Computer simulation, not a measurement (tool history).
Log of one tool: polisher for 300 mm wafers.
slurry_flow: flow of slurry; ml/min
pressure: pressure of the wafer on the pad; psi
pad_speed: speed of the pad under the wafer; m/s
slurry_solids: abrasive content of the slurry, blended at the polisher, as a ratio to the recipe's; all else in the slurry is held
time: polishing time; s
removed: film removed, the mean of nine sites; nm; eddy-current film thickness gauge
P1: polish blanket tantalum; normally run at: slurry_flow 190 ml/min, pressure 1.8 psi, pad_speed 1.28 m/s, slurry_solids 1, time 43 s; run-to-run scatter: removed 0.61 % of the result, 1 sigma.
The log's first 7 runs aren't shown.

At hour 36.4: slurry nozzle cleaned.
Run 8, hour 42.3: slurry_flow 190 ml/min, pressure 2.5 psi, pad_speed 1.28 m/s, slurry_solids 1, time 43 s. Result: removed 98.079 nm.
Run 9, hour 48.8: slurry_flow 190 ml/min, pressure 1.8 psi, pad_speed 1.28 m/s, slurry_solids 1, time 43 s. Result: removed 70.478 nm.
Run 10, hour 54.1: slurry_flow 190 ml/min, pressure 1.8 psi, pad_speed 1.28 m/s, slurry_solids 1, time 43 s. Result: removed 70.548 nm.
Run 11, hour 59.4: slurry_flow 190 ml/min, pressure 1.8 psi, pad_speed 1.86 m/s, slurry_solids 1, time 43 s. Result: removed 102.05 nm.
Run 12, hour 64.5: slurry_flow 190 ml/min, pressure 1.8 psi, pad_speed 1.28 m/s, slurry_solids 0.55, time 43 s. Result: removed 57.675 nm.
Run 13, hour 69.8: slurry_flow 190 ml/min, pressure 1.8 psi, pad_speed 1.28 m/s, slurry_solids 1, time 43 s. Result: removed 70.498 nm.
Run 14, hour 74.9: slurry_flow 190 ml/min, pressure 1.8 psi, pad_speed 0.74 m/s, slurry_solids 1, time 43 s. Result: removed 40.924 nm.
Run 15, hour 79.7: slurry_flow 190 ml/min, pressure 1 psi, pad_speed 1.28 m/s, slurry_solids 1, time 43 s. Result: removed 39.329 nm.
Run 16, hour 85.2: slurry_flow 115 ml/min, pressure 1.8 psi, pad_speed 1.28 m/s, slurry_solids 1, time 43 s. Result: removed 63.843 nm.
Run 17, hour 91.8: slurry_flow 190 ml/min, pressure 1.8 psi, pad_speed 1.28 m/s, slurry_solids 1, time 66 s. Result: removed 108.6 nm.
Run 18, hour 95.2: slurry_flow 190 ml/min, pressure 0.9 psi, pad_speed 1.28 m/s, slurry_solids 1, time 28 s. Result: removed 23.364 nm.
Run 19, hour 102: slurry_flow 190 ml/min, pressure 1.8 psi, pad_speed 1.28 m/s, slurry_solids 1, time 43 s. Result: removed 70.701 nm.
Run 20, hour 106.5: slurry_flow 190 ml/min, pressure 1.8 psi, pad_speed 1.28 m/s, slurry_solids 1, time 43 s. Result: removed 69.237 nm.
Run 21, hour 111.2: slurry_flow 190 ml/min, pressure 1.8 psi, pad_speed 1.28 m/s, slurry_solids 1, time 43 s. Result: removed 68.023 nm.
Run 22, hour 117.7: slurry_flow 190 ml/min, pressure 1.8 psi, pad_speed 1.28 m/s, slurry_solids 1, time 43 s. Result: removed 66.665 nm.

Forecast run 23:
Run 23, hour 122.6: slurry_flow 190 ml/min, pressure 1.8 psi, pad_speed 1.28 m/s, slurry_solids 1, time 43 s. Result: removed ?.

Run 23 gave removed 66.591 nm.
